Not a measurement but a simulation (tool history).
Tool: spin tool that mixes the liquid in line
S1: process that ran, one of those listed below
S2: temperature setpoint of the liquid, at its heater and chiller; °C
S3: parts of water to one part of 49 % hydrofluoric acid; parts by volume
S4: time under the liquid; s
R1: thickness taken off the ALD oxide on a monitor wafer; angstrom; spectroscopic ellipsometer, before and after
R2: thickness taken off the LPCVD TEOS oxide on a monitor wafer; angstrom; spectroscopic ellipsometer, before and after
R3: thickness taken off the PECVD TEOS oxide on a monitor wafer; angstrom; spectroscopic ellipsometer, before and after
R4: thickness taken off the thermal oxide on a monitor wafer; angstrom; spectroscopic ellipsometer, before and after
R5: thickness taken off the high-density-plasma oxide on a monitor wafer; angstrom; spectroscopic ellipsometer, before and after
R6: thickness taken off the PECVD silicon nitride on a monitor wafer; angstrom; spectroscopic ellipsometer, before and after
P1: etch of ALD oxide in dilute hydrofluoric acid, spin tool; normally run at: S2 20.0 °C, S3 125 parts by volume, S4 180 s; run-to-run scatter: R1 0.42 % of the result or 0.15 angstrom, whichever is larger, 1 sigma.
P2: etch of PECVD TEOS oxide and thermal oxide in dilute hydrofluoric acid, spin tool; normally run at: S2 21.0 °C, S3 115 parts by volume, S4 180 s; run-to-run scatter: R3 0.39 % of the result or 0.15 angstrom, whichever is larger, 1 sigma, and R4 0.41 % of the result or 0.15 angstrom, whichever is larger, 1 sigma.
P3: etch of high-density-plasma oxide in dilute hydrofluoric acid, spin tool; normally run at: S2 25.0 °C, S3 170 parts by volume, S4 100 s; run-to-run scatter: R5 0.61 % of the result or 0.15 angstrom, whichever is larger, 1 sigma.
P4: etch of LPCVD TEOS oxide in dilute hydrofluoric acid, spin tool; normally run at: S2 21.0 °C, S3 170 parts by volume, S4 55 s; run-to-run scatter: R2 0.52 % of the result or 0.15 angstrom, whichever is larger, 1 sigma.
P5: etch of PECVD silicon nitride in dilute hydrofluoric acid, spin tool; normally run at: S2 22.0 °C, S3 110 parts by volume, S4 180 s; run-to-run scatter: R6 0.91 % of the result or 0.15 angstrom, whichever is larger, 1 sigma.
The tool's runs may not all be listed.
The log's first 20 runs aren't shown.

run,hour,S1,S2,S3,S4,R1,R2,R3,R4,R5,R6
21,144.6,P5,17.0,110,180,,,,,,21.221
22,149.5,P5,22.0,110,280,,,,,,45.920
23,154.0,P3,21.5,170,100,,,,,35.349,
24,163.7,P1,17.0,125,180,174.350,,,,,
25,172.9,P2,21.0,115,335,,,263.070,122.530,,
26,182.6,P1,20.0,125,180,196.840,,,,,
27,190.8,P1,20.0,125,180,196.560,,,,,
28,196.5,P1,20.0,125,180,196.890,,,,,
29,202.0,P1,20.0,125,180,201.360,,,,,
30,206.4,P1,20.0,125,180,203.880,,,,,
31,215.6,P1,20.0,125,180,207.620,,,,,
32,219.9,P1,20.0,125,180,209.560,,,,,
33,225.2,P1,20.0,125,180,211.440,,,,,
34,230.0,P1,20.0,125,180,211.050,,,,,
35,236.7,P1,20.0,125,180,214.110,,,,,
36,246.3,P1,20.0,125,180,214.570,,,,,
37,256.0,P1,20.0,125,180,215.390,,,,,

The next listed run, before its measurement:
38,265.0,P1,20.0,125,180,?,,,,,

R1: 215.670 angstrom
